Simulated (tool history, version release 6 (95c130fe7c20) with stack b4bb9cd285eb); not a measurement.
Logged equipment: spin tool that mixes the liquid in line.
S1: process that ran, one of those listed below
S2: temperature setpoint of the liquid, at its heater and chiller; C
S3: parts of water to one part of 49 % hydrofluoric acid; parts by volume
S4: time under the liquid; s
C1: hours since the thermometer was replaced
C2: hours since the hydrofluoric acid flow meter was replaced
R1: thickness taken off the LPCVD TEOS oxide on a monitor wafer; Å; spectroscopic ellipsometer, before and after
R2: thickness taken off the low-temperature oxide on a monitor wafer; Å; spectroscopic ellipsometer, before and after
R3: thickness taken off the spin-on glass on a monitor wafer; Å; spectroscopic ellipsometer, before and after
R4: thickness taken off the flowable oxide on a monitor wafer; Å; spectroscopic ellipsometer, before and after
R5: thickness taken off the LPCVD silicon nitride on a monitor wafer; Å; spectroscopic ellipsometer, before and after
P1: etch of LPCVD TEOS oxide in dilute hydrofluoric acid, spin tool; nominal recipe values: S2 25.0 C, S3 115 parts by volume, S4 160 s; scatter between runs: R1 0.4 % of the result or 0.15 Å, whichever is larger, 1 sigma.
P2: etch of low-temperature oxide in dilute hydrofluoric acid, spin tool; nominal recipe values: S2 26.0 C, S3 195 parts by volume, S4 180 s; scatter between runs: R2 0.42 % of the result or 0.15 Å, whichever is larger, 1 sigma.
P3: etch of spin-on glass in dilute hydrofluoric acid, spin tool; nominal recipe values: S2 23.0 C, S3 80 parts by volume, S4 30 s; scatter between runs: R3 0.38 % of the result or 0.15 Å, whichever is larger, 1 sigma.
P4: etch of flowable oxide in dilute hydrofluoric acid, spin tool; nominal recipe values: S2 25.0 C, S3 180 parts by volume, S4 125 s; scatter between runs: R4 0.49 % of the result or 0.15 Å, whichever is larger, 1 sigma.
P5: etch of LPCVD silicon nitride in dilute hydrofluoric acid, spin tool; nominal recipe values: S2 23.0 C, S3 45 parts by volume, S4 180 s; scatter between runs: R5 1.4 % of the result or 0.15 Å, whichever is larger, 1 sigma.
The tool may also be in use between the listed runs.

run 1 hour=6.9 | S1=P1 S2=25.0 S3=115 S4=160 | C1=577.7 C2=574.4 | R1=348.670
run 2 hour=11.3 | S1=P2 S2=26.0 S3=195 S4=180 | C1=582.1 C2=578.8 | R2=98.284
run 3 hour=17.3 | S1=P3 S2=23.0 S3=130 S4=30 | C1=588.1 C2=584.8 | R3=97.036
run 4 hour=23.1 | S1=P4 S2=25.0 S3=295 S4=125 | C1=593.9 C2=590.6 | R4=210.85
run 5 hour=27.3 | S1=P3 S2=29.0 S3=80 S4=30 | C1=598.1 C2=594.8 | R3=211.750
run 6 hour=32.6 | S1=P1 S2=25.0 S3=115 S4=160 | C1=603.4 C2=600.1 | R1=341.860
run 7 hour=37.4 | S1=P1 S2=25.0 S3=175 S4=160 | C1=608.2 C2=604.9 | R1=210.720
run 8 hour=41.9 | S1=P4 S2=25.0 S3=180 S4=125 | C1=612.7 C2=609.4 | R4=388.20
run 9 hour=46.4 | S1=P5 S2=23.0 S3=65 S4=180 | C1=617.2 C2=613.9 | R5=12.704
run 10 hour=50.7 | S1=P3 S2=23.0 S3=80 S4=30 | C1=621.5 C2=618.2 | R3=168.020
run 11 hour=54.7 | S1=P4 S2=25.0 S3=180 S4=60 | C1=625.5 C2=622.2 | R4=188.03
run 12 hour=61.3 | S1=P1 S2=25.0 S3=115 S4=265 | C1=632.1 C2=628.8 | R1=571.330
run 13 hour=65.4 | S1=P1 S2=25.0 S3=115 S4=40 | C1=636.2 C2=632.9 | R1=86.514
run 14 hour=71.3 | S1=P4 S2=17.5 S3=180 S4=125 | C1=642.1 C2=638.8 | R4=291.45
run 15 hour=74.6 | S1=P1 S2=25.0 S3=115 S4=160 | C1=645.4 C2=642.1 | R1=345.400
run 16 hour=80.9 | S1=P5 S2=30.5 S3=45 S4=180 | C1=651.7 C2=648.4 | R5=29.933
run 17 hour=84.8 | S1=P3 S2=23.0 S3=80 S4=30 | C1=655.6 C2=652.3 | R3=166.310
-- hour=88.1 hydrofluoric acid flow meter replaced
run 18 hour=91.3 | S1=P5 S2=23.0 S3=45 S4=350 | C1=662.1 C2=3.3 | R5=35.630
run 19 hour=94.7 | S1=P1 S2=25.0 S3=115 S4=160 | C1=665.5 C2=6.7 | R1=343.010
run 20 hour=99.2 | S1=P1 S2=32.5 S3=200 S4=160 | C1=670.0 C2=11.2 | R1=234.430
run 21 hour=103.5 | S1=P2 S2=26.0 S3=195 S4=355 | C1=674.3 C2=15.5 | R2=192.440
run 22 hour=106.9 | S1=P1 S2=25.0 S3=25 S4=245 | C1=677.7 C2=18.9 | R1=2736.700
run 23 hour=111.7 | S1=P1 S2=25.0 S3=30 S4=160 | C1=682.5 C2=23.7 | R1=1475.700
run 24 hour=116.0 | S1=P1 S2=25.0 S3=115 S4=160 | C1=686.8 C2=28.0 | R1=344.540
run 25 hour=119.2 | S1=P1 S2=32.0 S3=115 S4=160 | C1=690.0 C2=31.2 | R1=449.260
run 26 hour=126.5 | S1=P5 S2=23.0 S3=45 S4=180 | C1=697.3 C2=38.5 | R5=18.583
run 27 hour=130.3 | S1=P3 S2=23.0 S3=80 S4=15 | C1=701.1 C2=42.3 | R3=83.413
run 28 hour=137.1 | S1=P2 S2=26.0 S3=45 S4=180 | C1=707.9 C2=49.1 | R2=507.930
run 29 hour=142.4 | S1=P1 S2=18.0 S3=115 S4=160 | C1=713.2 C2=54.4 | R1=263.150
run 30 hour=147.0 | S1=P1 S2=25.0 S3=115 S4=160 | C1=717.8 C2=59.0 | R1=347.210
run 31 hour=152.6 | S1=P2 S2=31.5 S3=195 S4=180 | C1=723.4 C2=64.6 | R2=118.220
run 32 hour=156.6 | S1=P5 S2=23.0 S3=45 S4=180 | C1=727.4 C2=68.6 | R5=17.844
run 33 hour=162.6 | S1=P1 S2=25.0 S3=20 S4=50 | C1=733.4 C2=74.6 | R1=702.190
run 34 hour=167.7 | S1=P1 S2=25.0 S3=115 S4=160 | C1=738.5 C2=79.7 | R1=344.430
run 35 hour=174.7 | S1=P1 S2=25.0 S3=115 S4=160 | C1=745.5 C2=86.7 | R1=354.850
run 36 hour=178.6 | S1=P1 S2=25.0 S3=115 S4=160 | C1=749.4 C2=90.6 | R1=359.990
run 37 hour=183.4 | S1=P1 S2=25.0 S3=115 S4=160 | C1=754.2 C2=95.4 | R1=363.210
run 38 hour=189.4 | S1=P1 S2=25.0 S3=115 S4=160 | C1=760.2 C2=101.4 | R1=367.030
run 39 hour=193.8 | S1=P1 S2=25.0 S3=115 S4=160 | C1=764.6 C2=105.8 | R1=371.100
run 40 hour=199.7 | S1=P1 S2=25.0 S3=115 S4=160 | C1=770.5 C2=111.7 | R1=372.200
run 41 hour=206.3 | S1=P1 S2=25.0 S3=115 S4=160 | C1=777.1 C2=118.3 | R1=373.850
run 42 hour=210.2 | S1=P1 S2=25.0 S3=115 S4=160 | C1=781.0 C2=122.2 | R1=377.300
run 43 hour=216.4 | S1=P1 S2=25.0 S3=115 S4=160 | C1=787.2 C2=128.4 | R1=376.700
run 44 hour=222.4 | S1=P1 S2=25.0 S3=115 S4=160 | C1=793.2 C2=134.4 | R1=372.190
run 45 hour=227.3 | S1=P1 S2=25.0 S3=115 S4=160 | C1=798.1 C2=139.3 | R1=374.670

Compared with where it was, what P1 gives has crept away. Each cause listed below fits the log as well as the rest, at the size given for it:
A: liquid hotter than its thermometer reads (K) = 2.08
B: hydrofluoric acid flow above the setpoint (%) = 7.27
The onset of the drift is placed at about hour 167.7.

The list below offers 4 check runs, each averaging the results of 3 wafers, and shows each result as a question mark. For which of them would the listed causes give clearly different results?
run check 1 hour=232.2 | S1=P5 S2=27.5 S3=45 S4=275 | R5=?
run check 2 hour=232.2 | S1=P2 S2=26.0 S3=110 S4=335 | R2=?
run check 3 hour=232.2 | S1=P3 S2=28.0 S3=80 S4=30 | R3=?
run check 4 hour=232.2 | S1=P4 S2=18.0 S3=180 S4=70 | R4=?

What each check would give under each cause:
check=check_1 result=R5 if_A=43.587 if_B=40.758
check=check_2 result=R2 if_A=386.180 if_B=386.270
check=check_3 result=R3 if_A=220.740 if_B=220.230
check=check_4 result=R4 if_A=180.95 if_B=180.92
How far apart the two closest causes lie, in the result that separates them most: check 1 6.71 %; check 2 0.02 %; check 3 0.23 %; check 4 0.02 %
Only in check 1 would the causes give clearly different results; in the remaining checks their results would be nearly the same.

After running check 1, the following was obtained: R5 43.826 Å. Which cause does this point to?

It is A: liquid hotter than its thermometer reads (K).
